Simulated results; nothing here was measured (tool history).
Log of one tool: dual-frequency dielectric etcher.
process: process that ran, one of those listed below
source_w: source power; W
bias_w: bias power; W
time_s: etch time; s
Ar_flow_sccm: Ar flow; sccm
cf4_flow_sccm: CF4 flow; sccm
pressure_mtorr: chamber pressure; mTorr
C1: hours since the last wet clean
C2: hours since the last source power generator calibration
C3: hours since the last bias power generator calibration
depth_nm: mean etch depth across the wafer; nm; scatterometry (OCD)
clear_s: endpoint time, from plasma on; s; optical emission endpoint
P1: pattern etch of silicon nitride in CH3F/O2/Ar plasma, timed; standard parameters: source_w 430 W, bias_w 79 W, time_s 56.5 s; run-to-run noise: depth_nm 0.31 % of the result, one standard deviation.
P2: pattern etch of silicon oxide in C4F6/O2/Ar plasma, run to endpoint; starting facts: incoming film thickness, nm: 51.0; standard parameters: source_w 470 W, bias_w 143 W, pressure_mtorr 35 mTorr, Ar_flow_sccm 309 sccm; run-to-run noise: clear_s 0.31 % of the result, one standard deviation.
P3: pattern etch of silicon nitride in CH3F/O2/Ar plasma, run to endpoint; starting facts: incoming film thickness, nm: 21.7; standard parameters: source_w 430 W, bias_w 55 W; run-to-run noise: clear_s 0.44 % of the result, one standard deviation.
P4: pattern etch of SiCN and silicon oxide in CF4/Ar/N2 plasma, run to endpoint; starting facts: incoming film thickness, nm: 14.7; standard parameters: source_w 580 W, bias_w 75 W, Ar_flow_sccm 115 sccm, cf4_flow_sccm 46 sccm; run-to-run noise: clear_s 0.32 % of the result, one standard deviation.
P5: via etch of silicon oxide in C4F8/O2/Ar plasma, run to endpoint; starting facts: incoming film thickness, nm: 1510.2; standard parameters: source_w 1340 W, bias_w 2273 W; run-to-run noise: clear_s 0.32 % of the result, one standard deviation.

run 1 hour=15.2 | process=P1 source_w=430 bias_w=79 time_s=56.5 | C1=239.8 C2=381.8 C3=1290.9 | depth_nm=42.522
run 2 hour=22.4 | process=P4 source_w=580 bias_w=44 Ar_flow_sccm=115 cf4_flow_sccm=46 | C1=247 C2=389 C3=1298.1 | clear_s=17.979
run 3 hour=36.5 | process=P1 source_w=600 bias_w=79 time_s=56.5 | C1=261.1 C2=403.1 C3=1312.2 | depth_nm=48.244
run 4 hour=51.8 | process=P5 source_w=1340 bias_w=2273 | C1=276.4 C2=418.4 C3=1327.5 | clear_s=332.89
-- hour=55.2 wet clean of the chamber
run 5 hour=65.2 | process=P1 source_w=430 bias_w=79 time_s=56.5 | C1=10.1 C2=431.8 C3=1340.9 | depth_nm=42.258
run 6 hour=73 | process=P1 source_w=430 bias_w=51 time_s=56.5 | C1=17.9 C2=439.6 C3=1348.7 | depth_nm=36.554
run 7 hour=83.1 | process=P1 source_w=430 bias_w=79 time_s=56.5 | C1=28 C2=449.7 C3=1358.8 | depth_nm=42.345
run 8 hour=94.9 | process=P2 source_w=470 bias_w=143 Ar_flow_sccm=309 pressure_mtorr=35 | C1=39.8 C2=461.5 C3=1370.6 | clear_s=16.74
run 9 hour=103.3 | process=P3 source_w=590 bias_w=55 | C1=48.2 C2=469.9 C3=1379 | clear_s=29.658
run 10 hour=115.5 | process=P4 source_w=800 bias_w=75 Ar_flow_sccm=115 cf4_flow_sccm=46 | C1=60.4 C2=482.1 C3=1391.2 | clear_s=11.355
run 11 hour=130.3 | process=P1 source_w=340 bias_w=79 time_s=56.5 | C1=75.2 C2=496.9 C3=1406 | depth_nm=38.926
run 12 hour=145.8 | process=P1 source_w=430 bias_w=57 time_s=82 | C1=90.7 C2=512.4 C3=1421.5 | depth_nm=55.087
run 13 hour=155 | process=P1 source_w=430 bias_w=79 time_s=56.5 | C1=99.9 C2=521.6 C3=1430.7 | depth_nm=42.375
run 14 hour=167.9 | process=P1 source_w=430 bias_w=79 time_s=82 | C1=112.8 C2=534.5 C3=1443.6 | depth_nm=61.464
run 15 hour=175.4 | process=P5 source_w=1340 bias_w=1589 | C1=120.3 C2=542 C3=1451.1 | clear_s=371.28
run 16 hour=190.8 | process=P4 source_w=580 bias_w=75 Ar_flow_sccm=115 cf4_flow_sccm=35 | C1=135.7 C2=557.4 C3=1466.5 | clear_s=15.63
run 17 hour=205.7 | process=P3 source_w=430 bias_w=36 | C1=150.6 C2=572.3 C3=1481.4 | clear_s=38.129
run 18 hour=215.4 | process=P3 source_w=430 bias_w=55 | C1=160.3 C2=582 C3=1491.1 | clear_s=33.68
run 19 hour=227.6 | process=P1 source_w=430 bias_w=96 time_s=56.5 | C1=172.5 C2=594.2 C3=1503.3 | depth_nm=45.712
run 20 hour=241.5 | process=P2 source_w=320 bias_w=143 Ar_flow_sccm=309 pressure_mtorr=35 | C1=186.4 C2=608.1 C3=1517.2 | clear_s=19.433
run 21 hour=254.6 | process=P1 source_w=430 bias_w=79 time_s=56.5 | C1=199.5 C2=621.2 C3=1530.3 | depth_nm=42.513
run 22 hour=261.5 | process=P1 source_w=430 bias_w=79 time_s=56.5 | C1=206.4 C2=628.1 C3=1537.2 | depth_nm=42.354
run 23 hour=276.9 | process=P1 source_w=430 bias_w=49 time_s=75 | C1=221.8 C2=643.5 C3=1552.6 | depth_nm=48.061
-- hour=285.5 source power generator calibrated
run 24 hour=288.8 | process=P3 source_w=430 bias_w=55 | C1=233.7 C2=3.3 C3=1564.5 | clear_s=33.568
run 25 hour=298.7 | process=P2 source_w=470 bias_w=143 Ar_flow_sccm=309 pressure_mtorr=44 | C1=243.6 C2=13.2 C3=1574.4 | clear_s=17.117
run 26 hour=313.2 | process=P2 source_w=470 bias_w=83 Ar_flow_sccm=309 pressure_mtorr=35 | C1=258.1 C2=27.7 C3=1588.9 | clear_s=19.374
run 27 hour=325.7 | process=P4 source_w=580 bias_w=75 Ar_flow_sccm=144 cf4_flow_sccm=46 | C1=270.6 C2=40.2 C3=1601.4 | clear_s=15.506
run 28 hour=333.3 | process=P1 source_w=430 bias_w=79 time_s=37 | C1=278.2 C2=47.8 C3=1609 | depth_nm=27.881
run 29 hour=343 | process=P2 source_w=470 bias_w=143 Ar_flow_sccm=414 pressure_mtorr=35 | C1=287.9 C2=57.5 C3=1618.7 | clear_s=17.25
run 30 hour=356 | process=P1 source_w=540 bias_w=79 time_s=42 | C1=300.9 C2=70.5 C3=1631.7 | depth_nm=34.457
run 31 hour=366.7 | process=P5 source_w=830 bias_w=2273 | C1=311.6 C2=81.2 C3=1642.4 | clear_s=404.07
run 32 hour=375.7 | process=P4 source_w=580 bias_w=75 Ar_flow_sccm=115 cf4_flow_sccm=46 | C1=320.6 C2=90.2 C3=1651.4 | clear_s=14.976
run 33 hour=389.5 | process=P1 source_w=430 bias_w=79 time_s=56.5 | C1=334.4 C2=104 C3=1665.2 | depth_nm=42.44
run 34 hour=396.4 | process=P1 source_w=430 bias_w=79 time_s=56.5 | C1=341.3 C2=110.9 C3=1672.1 | depth_nm=42.386
run 35 hour=409.3 | process=P1 source_w=430 bias_w=79 time_s=56.5 | C1=354.2 C2=123.8 C3=1685 | depth_nm=42.174
run 36 hour=423.1 | process=P1 source_w=430 bias_w=79 time_s=56.5 | C1=368 C2=137.6 C3=1698.8 | depth_nm=41.897
-- hour=435.7 wet clean of the chamber
run 37 hour=438.2 | process=P1 source_w=430 bias_w=79 time_s=56.5 | C1=2.5 C2=152.7 C3=1713.9 | depth_nm=41.664
run 38 hour=453.1 | process=P1 source_w=430 bias_w=79 time_s=56.5 | C1=17.4 C2=167.6 C3=1728.8 | depth_nm=41.869
run 39 hour=466.1 | process=P1 source_w=430 bias_w=79 time_s=56.5 | C1=30.4 C2=180.6 C3=1741.8 | depth_nm=41.797
run 40 hour=480.3 | process=P1 source_w=430 bias_w=79 time_s=56.5 | C1=44.6 C2=194.8 C3=1756 | depth_nm=41.699
run 41 hour=492 | process=P1 source_w=430 bias_w=79 time_s=56.5 | C1=56.3 C2=206.5 C3=1767.7 | depth_nm=41.913
run 42 hour=500.2 | process=P1 source_w=430 bias_w=79 time_s=56.5 | C1=64.5 C2=214.7 C3=1775.9 | depth_nm=41.771

P1 no longer gives what it gave before; its output has crept away from where it was. The following 2 causes, each at its listed size, fit the log equally well:
A: bias power that arrives under what is set, % = 4.33
B: source power that arrives under what is set, % = 3.98
At approximately hour 389.5, the process output began to creep.
What rules out each remaining cause:
chamber walls in a state that lowers the etch rate, %: serviced at hour 435.7, which brought nothing back

Below are 4 check runs, each averaged over 2 wafers, with their results shown as question marks. Which of them would give clearly different results depending on which cause is behind the drift?
run check 1 hour=508.4 | process=P3 source_w=540 bias_w=39 | clear_s=?
run check 2 hour=508.4 | process=P2 source_w=470 bias_w=107 Ar_flow_sccm=371 pressure_mtorr=35 | clear_s=?
run check 3 hour=508.4 | process=P5 source_w=1000 bias_w=1941 | clear_s=?
run check 4 hour=508.4 | process=P4 source_w=730 bias_w=55 Ar_flow_sccm=115 cf4_flow_sccm=46 | clear_s=?

How each check would come out, cause by cause:
check=check_1 result=clear_s if_A=34.569 if_B=34.704
check=check_2 result=clear_s if_A=18.686 if_B=18.767
check=check_3 result=clear_s if_A=397.97 if_B=399.1
check=check_4 result=clear_s if_A=13.836 if_B=14.13
Minimum pairwise separation of causes per check, each pair taken at its best-separating result: check 1 0.39 %; check 2 0.44 %; check 3 0.28 %; check 4 2.1 %
Only check 4 tells the causes apart: in the others they would give nearly the same result.

Check 4 was carried out, with these results: clear_s 14.127 s. Which of the listed causes is responsible?

Of the candidate causes, it is B: source power that arrives under what is set, %.

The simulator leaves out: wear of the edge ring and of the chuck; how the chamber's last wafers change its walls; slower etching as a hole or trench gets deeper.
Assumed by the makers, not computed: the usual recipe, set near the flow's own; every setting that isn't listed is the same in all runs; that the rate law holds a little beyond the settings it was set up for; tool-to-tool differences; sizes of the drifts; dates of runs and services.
